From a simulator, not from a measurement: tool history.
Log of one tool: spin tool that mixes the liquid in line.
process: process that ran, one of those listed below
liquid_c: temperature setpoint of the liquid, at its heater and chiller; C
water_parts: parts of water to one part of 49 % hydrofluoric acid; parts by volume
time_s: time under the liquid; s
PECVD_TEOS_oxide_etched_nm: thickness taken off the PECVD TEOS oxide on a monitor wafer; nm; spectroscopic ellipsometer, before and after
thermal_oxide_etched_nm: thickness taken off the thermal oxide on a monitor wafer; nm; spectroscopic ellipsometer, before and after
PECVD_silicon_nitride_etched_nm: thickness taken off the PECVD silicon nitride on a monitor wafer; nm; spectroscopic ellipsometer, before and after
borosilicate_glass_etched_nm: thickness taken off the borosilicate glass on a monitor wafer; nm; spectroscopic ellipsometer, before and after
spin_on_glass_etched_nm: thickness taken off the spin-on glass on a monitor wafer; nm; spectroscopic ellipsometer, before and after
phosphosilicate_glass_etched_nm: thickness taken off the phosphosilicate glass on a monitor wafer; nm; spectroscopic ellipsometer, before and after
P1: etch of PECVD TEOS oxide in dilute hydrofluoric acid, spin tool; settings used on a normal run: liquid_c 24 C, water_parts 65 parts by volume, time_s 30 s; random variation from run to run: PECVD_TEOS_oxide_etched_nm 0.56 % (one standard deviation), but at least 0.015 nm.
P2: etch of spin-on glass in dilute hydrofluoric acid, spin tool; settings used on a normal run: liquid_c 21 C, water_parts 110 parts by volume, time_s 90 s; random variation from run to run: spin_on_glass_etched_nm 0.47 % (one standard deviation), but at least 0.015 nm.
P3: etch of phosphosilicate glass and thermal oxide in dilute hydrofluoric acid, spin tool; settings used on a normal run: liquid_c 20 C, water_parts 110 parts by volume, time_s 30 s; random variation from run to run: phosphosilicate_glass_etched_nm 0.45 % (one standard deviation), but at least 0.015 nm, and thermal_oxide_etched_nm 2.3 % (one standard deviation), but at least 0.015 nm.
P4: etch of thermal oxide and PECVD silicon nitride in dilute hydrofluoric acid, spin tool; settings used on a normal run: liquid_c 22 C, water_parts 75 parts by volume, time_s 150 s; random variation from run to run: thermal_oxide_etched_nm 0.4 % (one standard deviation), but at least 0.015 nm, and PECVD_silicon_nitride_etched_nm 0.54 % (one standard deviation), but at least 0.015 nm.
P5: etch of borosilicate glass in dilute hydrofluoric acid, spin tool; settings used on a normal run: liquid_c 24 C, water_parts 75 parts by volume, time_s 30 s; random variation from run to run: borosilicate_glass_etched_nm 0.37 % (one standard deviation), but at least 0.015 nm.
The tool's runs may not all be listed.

run   hour  process  liquid_c  water_parts  time_s  hours since the thermometer was replaced  hours since the hydrofluoric acid flow meter was replaced  PECVD_TEOS_oxide_etched_nm  thermal_oxide_etched_nm  PECVD_silicon_nitride_etched_nm  borosilicate_glass_etched_nm  spin_on_glass_etched_nm  phosphosilicate_glass_etched_nm
  1   12.6       P1        24           65      30                                     696.9                                                      439.2                        12.9
  2   27.9       P1        24           40      30                                     712.2                                                      454.5                      21.678
  3   43.6       P4        22           75     150                                     727.9                                                      470.2                                               8.9183                           4.1163
  4   54.5       P5        24           75      30                                     738.8                                                      481.1                                                                                                              17.763
  5   68.6       P2      26.5          110      90                                     752.9                                                      495.2                                                                                                                                       23.089
  6   77.9       P1        24           90      30                                     762.2                                                      504.5                      9.0988
  7     86       P1        24           65      15                                     770.3                                                      512.6                       6.384
  8   94.9       P4        17           75     150                                     779.2                                                      521.5                                               7.2786                           2.9248
  9  107.5       P3        20          110      60                                     791.8                                                      534.1                                               2.1847                                                                                                                   88.884
 10  116.5       P4        22           75     150                                     800.8                                                      543.1                                               8.9669                            4.106
 11  130.5       P1      18.5           65      15                                     814.8                                                      557.1                      5.1723
 12  139.7       P1        24           65      30                                       824                                                      566.3                      12.891
 13  153.1       P1        24           65      30                                     837.4                                                      579.7                      12.895
 14    162       P3        28          110      30                                     846.3                                                      588.6                                               1.4895                                                                                                                   61.424
 15  177.5       P2        21          110     165                                     861.8                                                      604.1                                                                                                                                       33.731
 16  189.3       P2        21           30      90                                     873.6                                                      615.9                                                                                                                                       73.996
 17  199.3       P1        24           65      30                                     883.6                                                      625.9                      12.904
 18  210.6       P1      32.5           65      30                                     894.9                                                      637.2                      17.764
 19  221.7       P4        22           20     150                                       906                                                      648.3                                               36.124                           15.018
 20  232.6       P1        19           65      30                                     916.9                                                      659.2                      10.476
 21  239.9       P1      18.5           65      50                                     924.2                                                      666.5                      17.143
 22  249.5       P4        22           75      15                                     933.8                                                      676.1                                              0.89034                          0.40082
 23    265       P1        24           65      30                                     949.3                                                      691.6                      12.787
 24    275       P5        18           75      30                                     959.3                                                      701.6                                                                                                              13.983
 25    289       P1        24           25      60                                     973.3                                                      715.6                      71.153
 26  302.4       P5        24           75      60                                     986.7                                                        729                                                                                                              35.826
 27  313.4       P2        21          110      90                                     997.7                                                        740                                                                                                                                       18.401
 28  324.3       P1        24           65      30                                    1008.6                                                      750.9                      12.817
 29  338.3       P3        20          110      30                                    1022.6                                                      764.9                                              0.99937                                                                                                                   44.885
 30  353.5       P3        20          200      30                                    1037.8                                                      780.1                                              0.54567                                                                                                                    22.45
 31    366       P5        24           75      30                                    1050.3                                                      792.6                                                                                                              17.878
 32  376.6       P1        24           65      45                                    1060.9                                                      803.2                      19.262
 33  387.9       P5        24          130      30                                    1072.2                                                      814.5                                                                                                              9.5776
 34  401.8       P1        24           65      30                                    1086.1                                                      828.4                      12.954
 35    411       P1        24           65      30                                    1095.3                                                      837.6                      13.364
 36  418.9       P1        24           65      30                                    1103.2                                                      845.5                      13.697
 37  430.2       P1        24           65      30                                    1114.5                                                      856.8                      13.904
 38  440.4       P1        24           65      30                                    1124.7                                                        867                      14.001
 39  455.9       P1        24           65      30                                    1140.2                                                      882.5                      14.204
 40  466.4       P1        24           65      30                                    1150.7                                                        893                       14.24
 41  473.6       P1        24           65      30                                    1157.9                                                      900.2                      14.022
 42  480.6       P1        24           65      30                                    1164.9                                                      907.2                      14.086

P1 no longer gives what it gave before; its output has crept away from where it was. The following 2 causes, each at its listed size, fit the log equally well:
A: hydrofluoric acid flow above the setpoint (%) = 9.42
B: liquid hotter than its thermometer reads (K) = 2.42
Creep in the process output first set in at about hour 401.8.

Listed below are the offered check runs, one wafer per run, with question marks in place of results. For which of them would the causes give clearly different outcomes?
check 1  487.6       P4        17           25     150                                                                                                                                                         ?                                ?
check 2  487.6       P5        24           75      45                                                                                                                                                                                                                        ?
check 3  487.6       P2      24.5          110      90                                                                                                                                                                                                                                                 ?
check 4  487.6       P3        20          170      50                                                                                                                                                         ?                                                                                                                        ?

Predicted outcomes, by check and by cause:
  check                           result    if A    if B
check 1          thermal_oxide_etched_nm  25.327  25.679
check 1  PECVD_silicon_nitride_etched_nm  9.1816  10.012
check 2     borosilicate_glass_etched_nm  29.506  29.456
check 3          spin_on_glass_etched_nm  23.446  23.259
check 4          thermal_oxide_etched_nm  1.1688  1.1559
check 4  phosphosilicate_glass_etched_nm  50.437   49.88
Smallest distance between any two causes, each pair judged by its most separating result, in per cent: check 1 8.66 %; check 2 0.17 %; check 3 0.8 %; check 4 1.11 %
Check 1 is the one run that separates the causes; every other check would come out nearly the same whichever cause is at work.

After running check 1, the following was obtained: thermal_oxide_etched_nm 25.503 nm; PECVD_silicon_nitride_etched_nm 9.159 nm. Which cause does this point to?

It was cause A: hydrofluoric acid flow above the setpoint (%).
